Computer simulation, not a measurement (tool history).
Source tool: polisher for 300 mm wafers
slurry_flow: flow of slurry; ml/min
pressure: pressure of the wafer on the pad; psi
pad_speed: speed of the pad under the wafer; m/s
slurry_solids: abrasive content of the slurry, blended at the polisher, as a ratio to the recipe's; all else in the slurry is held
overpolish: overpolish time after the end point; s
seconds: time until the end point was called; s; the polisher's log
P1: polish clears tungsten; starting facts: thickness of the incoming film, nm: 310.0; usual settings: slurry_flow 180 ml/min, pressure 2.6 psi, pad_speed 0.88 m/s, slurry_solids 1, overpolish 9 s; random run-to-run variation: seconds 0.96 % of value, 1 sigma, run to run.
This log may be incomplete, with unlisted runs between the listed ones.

run,hour,slurry_flow,pressure,pad_speed,slurry_solids,overpolish,wafers polished on this pad,hours since the slurry nozzle was cleaned,hours since the head pressure was calibrated,hours since the slurry blender was calibrated,hours since the slurry got fresh peroxide,seconds
1,7.7,180,2.6,0.88,1,9,267,100.4,475.5,76.6,31.8,96.233
2,15.2,110,2.6,0.88,1,9,342,107.9,483,84.1,39.3,104.32
3,20.3,180,2.6,0.88,1,15,394,113,488.1,89.2,44.4,97.723
4,24,180,2.6,1.22,1,9,431,116.7,491.8,92.9,48.1,69.953
5,31.3,180,2.6,0.88,1.45,9,505,124,499.1,100.2,55.4,87.794
6,36.5,265,2.6,0.88,1,9,558,129.2,504.3,105.4,60.6,91.269
7,40.8,260,2.6,1.1,1,9,601,133.5,508.6,109.7,64.9,73.799
8,46.3,180,2.6,0.88,1,4,657,139,514.1,115.2,70.4,96.423
9,50,180,2.6,0.88,1,9,694,142.7,517.8,118.9,74.1,96.282
10,57.6,180,1.3,0.88,1,9,771,150.3,525.4,126.5,81.7,191.67
11,62.9,180,2.6,0.88,1,9,825,155.6,530.7,131.8,87,97.043
12,70.2,180,2.6,0.88,1,9,899,162.9,538,139.1,94.3,95.929
13,78,180,1.3,0.88,1.35,9,978,170.7,545.8,146.9,102.1,181.63
14,82.7,180,2.6,0.88,0.6,9,1025,175.4,550.5,151.6,106.8,108.59
15,89.5,180,3.9,0.88,0.6,9,1094,182.2,557.3,158.4,113.6,72.345
16,93.8,180,3.3,0.88,1,9,1137,186.5,561.6,162.7,117.9,76.562
17,101.8,180,2.6,0.5,1,9,1218,194.5,569.6,170.7,125.9,170.51
18,105.7,180,2.6,0.88,1,9,1258,198.4,573.5,174.6,129.8,95.54
19,112.6,180,2.6,0.88,1,9,1328,205.3,580.4,181.5,136.7,96.47
20,118.5,180,2.6,0.88,1,9,1387,211.2,586.3,187.4,142.6,101.6

Predict the results of run 21:
21,124,180,2.6,0.88,1,9,1443,216.7,591.8,192.9,148.1,?

seconds: 103.14 s
